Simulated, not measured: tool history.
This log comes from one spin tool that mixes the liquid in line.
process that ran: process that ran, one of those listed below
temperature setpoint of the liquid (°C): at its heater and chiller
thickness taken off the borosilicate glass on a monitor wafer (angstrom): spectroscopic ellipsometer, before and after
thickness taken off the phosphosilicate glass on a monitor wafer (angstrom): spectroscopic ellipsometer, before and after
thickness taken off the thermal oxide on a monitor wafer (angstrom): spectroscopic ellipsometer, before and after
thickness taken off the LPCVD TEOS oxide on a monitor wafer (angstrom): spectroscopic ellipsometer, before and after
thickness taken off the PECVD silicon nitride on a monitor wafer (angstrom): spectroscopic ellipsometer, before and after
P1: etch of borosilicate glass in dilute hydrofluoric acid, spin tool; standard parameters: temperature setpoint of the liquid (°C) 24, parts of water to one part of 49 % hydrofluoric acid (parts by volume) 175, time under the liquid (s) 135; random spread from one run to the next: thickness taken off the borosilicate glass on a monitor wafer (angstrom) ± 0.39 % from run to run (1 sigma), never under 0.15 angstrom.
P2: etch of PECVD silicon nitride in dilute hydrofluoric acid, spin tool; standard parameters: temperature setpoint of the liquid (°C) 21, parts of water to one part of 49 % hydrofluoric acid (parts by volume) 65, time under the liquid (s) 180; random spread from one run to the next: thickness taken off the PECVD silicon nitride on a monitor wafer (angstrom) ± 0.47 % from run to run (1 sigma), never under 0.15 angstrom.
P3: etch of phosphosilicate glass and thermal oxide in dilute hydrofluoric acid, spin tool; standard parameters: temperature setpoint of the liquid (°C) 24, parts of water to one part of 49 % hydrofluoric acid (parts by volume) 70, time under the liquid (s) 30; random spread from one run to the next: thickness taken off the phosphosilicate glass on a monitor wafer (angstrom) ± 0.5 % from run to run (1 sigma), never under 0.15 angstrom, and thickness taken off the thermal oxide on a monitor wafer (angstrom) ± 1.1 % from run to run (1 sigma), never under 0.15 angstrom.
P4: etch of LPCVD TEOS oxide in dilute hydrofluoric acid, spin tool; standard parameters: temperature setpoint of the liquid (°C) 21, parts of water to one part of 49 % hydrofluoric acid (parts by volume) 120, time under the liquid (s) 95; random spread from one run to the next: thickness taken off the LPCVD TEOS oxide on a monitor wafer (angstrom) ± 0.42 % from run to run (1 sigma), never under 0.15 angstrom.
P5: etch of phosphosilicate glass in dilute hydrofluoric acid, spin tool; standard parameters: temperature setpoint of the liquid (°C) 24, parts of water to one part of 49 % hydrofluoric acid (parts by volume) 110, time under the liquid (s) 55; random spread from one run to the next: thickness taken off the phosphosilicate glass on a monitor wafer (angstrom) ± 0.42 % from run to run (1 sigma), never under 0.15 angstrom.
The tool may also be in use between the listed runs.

| run | day | process that ran | temperature setpoint of the liquid (°C) | parts of water to one part of 49 % hydrofluoric acid (parts by volume) | time under the liquid (s) | hours since the thermometer was replaced | hours since the hydrofluoric acid flow meter was replaced | thickness taken off the borosilicate glass on a monitor wafer (angstrom) | thickness taken off the phosphosilicate glass on a monitor wafer (angstrom) | thickness taken off the thermal oxide on a monitor wafer (angstrom) | thickness taken off the LPCVD TEOS oxide on a monitor wafer (angstrom) | thickness taken off the PECVD silicon nitride on a monitor wafer (angstrom) |
|---|---|---|---|---|---|---|---|---|---|---|---|---|
| 1 | 0.271 | P1 | 24 | 175 | 135 | 508.7 | 973.7 | 227.31 |  |  |  |  |
| 2 | 0.496 | P3 | 24 | 70 | 30 | 514.1 | 979.1 |  | 478.3 | 20.786 |  |  |
| 3 | 0.8 | P5 | 24 | 110 | 55 | 521.4 | 986.4 |  | 296.25 |  |  |  |
| 4 | 1.158 | P1 | 24 | 90 | 135 | 530 | 995 | 492.41 |  |  |  |  |
| 5 | 1.421 | P5 | 24 | 175 | 55 | 536.3 | 1001.3 |  | 172.56 |  |  |  |
| 6 | 1.729 | P4 | 21 | 120 | 50 | 543.7 | 1008.7 |  |  |  | 66.497 |  |
| 7 | 2.046 | P2 | 21 | 65 | 180 | 551.3 | 1016.3 |  |  |  |  | 126.57 |
| 8 | 2.504 | P5 | 20 | 110 | 55 | 562.3 | 1027.3 |  | 251.67 |  |  |  |
| 9 | 2.75 | P1 | 24 | 285 | 135 | 568.2 | 1033.2 | 125.38 |  |  |  |  |
| 10 | 2.988 | P4 | 26.5 | 120 | 95 | 573.9 | 1038.9 |  |  |  | 155.62 |  |
| 11 | 3.429 | P5 | 24 | 110 | 55 | 584.5 | 1049.5 |  | 296.79 |  |  |  |
| 12 | 3.762 | P1 | 24 | 175 | 135 | 592.5 | 1057.5 | 227.83 |  |  |  |  |
| 13 | 4.154 | P1 | 24 | 175 | 255 | 601.9 | 1066.9 | 432.4 |  |  |  |  |
| 14 | 4.496 | P1 | 30 | 255 | 135 | 610.1 | 1075.1 | 176.87 |  |  |  |  |
| 15 | 4.875 | P4 | 21 | 120 | 95 | 619.2 | 1084.2 |  |  |  | 124.79 |  |
| 16 | 5.333 | P1 | 24 | 175 | 135 | 630.2 | 1095.2 | 229.11 |  |  |  |  |
| 17 | 5.571 | P1 | 32 | 175 | 135 | 635.9 | 1100.9 | 305.73 |  |  |  |  |
| 18 | 5.921 | P4 | 21 | 120 | 95 | 644.3 | 1109.3 |  |  |  | 124.13 |  |
| 19 | 6.138 | P1 | 17.5 | 175 | 135 | 649.5 | 1114.5 | 177.97 |  |  |  |  |
| 20 | 6.471 | P1 | 24 | 175 | 135 | 657.5 | 1122.5 | 229.54 |  |  |  |  |
| 21 | 6.829 | P3 | 31.5 | 70 | 30 | 666.1 | 1131.1 |  | 649.51 | 28.048 |  |  |
| 22 | 7.075 | P5 | 24 | 110 | 15 | 672 | 1137 |  | 80.989 |  |  |  |
| 23 | 7.425 | P1 | 24 | 175 | 135 | 680.4 | 1145.4 | 228.93 |  |  |  |  |
| 24 | 7.708 | P3 | 24 | 30 | 30 | 687.2 | 1152.2 |  | 1177.9 | 53.119 |  |  |
| 25 | 8.029 | P2 | 21 | 65 | 300 | 694.9 | 1159.9 |  |  |  |  | 209.72 |
| 26 | 8.467 | P1 | 24 | 175 | 135 | 705.4 | 1170.4 | 228.99 |  |  |  |  |
| 27 | 8.846 | P2 | 21 | 100 | 180 | 714.5 | 1179.5 |  |  |  |  | 82.875 |
| 28 | 9.171 | P2 | 28.5 | 65 | 180 | 722.3 | 1187.3 |  |  |  |  | 208.35 |
| 29 | 9.371 | P1 | 24 | 175 | 70 | 727.1 | 1192.1 | 118.35 |  |  |  |  |
| 30 | 9.596 | P3 | 24 | 70 | 60 | 732.5 | 1197.5 |  | 959.48 | 43.621 |  |  |
| 31 | 9.983 | P1 | 20.5 | 270 | 135 | 741.8 | 1206.8 | 118 |  |  |  |  |
| 32 | 10.388 | P4 | 21 | 30 | 95 | 751.5 | 1216.5 |  |  |  | 556.74 |  |
| 33 | 10.7 | P1 | 24 | 175 | 135 | 759 | 1224 | 229.32 |  |  |  |  |
| 34 | 10.996 | P1 | 24 | 175 | 135 | 766.1 | 1231.1 | 233.26 |  |  |  |  |
| 35 | 11.321 | P1 | 24 | 175 | 135 | 773.9 | 1238.9 | 239.48 |  |  |  |  |
| 36 | 11.758 | P1 | 24 | 175 | 135 | 784.4 | 1249.4 | 242.09 |  |  |  |  |
| 37 | 12.075 | P1 | 24 | 175 | 135 | 792 | 1257 | 242.06 |  |  |  |  |
| 38 | 12.283 | P1 | 24 | 175 | 135 | 797 | 1262 | 242.91 |  |  |  |  |
| 39 | 12.642 | P1 | 24 | 175 | 135 | 805.6 | 1270.6 | 243.71 |  |  |  |  |
| 40 | 12.862 | P1 | 24 | 175 | 135 | 810.9 | 1275.9 | 244.75 |  |  |  |  |

Compared with where it was, what P1 gives has crept away. Each cause listed below fits the log as well as the rest, at the size given for it:
A: liquid hotter than its thermometer reads (K) = 1.75
B: hydrofluoric acid flow above the setpoint (%) = 5.63
At approximately day 10.7, the process output began to creep.

Consider the 4 single-wafer check runs listed below, results given as question marks: which one distinguishes between the causes by giving clearly different results for each?
| check 1 | 13.083 | P2 | 21 | 65 | 180 |  |  |  |  |  |  | ? |
| check 2 | 13.083 | P5 | 24 | 110 | 55 |  |  |  | ? |  |  |  |
| check 3 | 13.083 | P3 | 24 | 70 | 30 |  |  |  | ? | ? |  |  |
| check 4 | 13.083 | P4 | 21 | 120 | 95 |  |  |  |  |  | ? |  |

Expected result of each check under each candidate cause:
| check | result | if A | if B |
|---|---|---|---|
| check 1 | thickness taken off the PECVD silicon nitride on a monitor wafer (angstrom) | 141.39 | 132.4 |
| check 2 | thickness taken off the phosphosilicate glass on a monitor wafer (angstrom) | 318.07 | 316.04 |
| check 3 | thickness taken off the phosphosilicate glass on a monitor wafer (angstrom) | 516.66 | 511.11 |
| check 3 | thickness taken off the thermal oxide on a monitor wafer (angstrom) | 22.648 | 22.404 |
| check 4 | thickness taken off the LPCVD TEOS oxide on a monitor wafer (angstrom) | 134.24 | 133.2 |
Separation of the two closest causes in each check, using whichever result separates them best: check 1 6.57 %; check 2 0.64 %; check 3 1.08 %; check 4 0.78 %
Check 1 is the one run that separates the causes; every other check would come out nearly the same whichever cause is at work.

Check 1 has now been run. It gave: thickness taken off the PECVD silicon nitride on a monitor wafer (angstrom) 140.81. Which of the candidate causes is it?

It was cause A: liquid hotter than its thermometer reads (K).

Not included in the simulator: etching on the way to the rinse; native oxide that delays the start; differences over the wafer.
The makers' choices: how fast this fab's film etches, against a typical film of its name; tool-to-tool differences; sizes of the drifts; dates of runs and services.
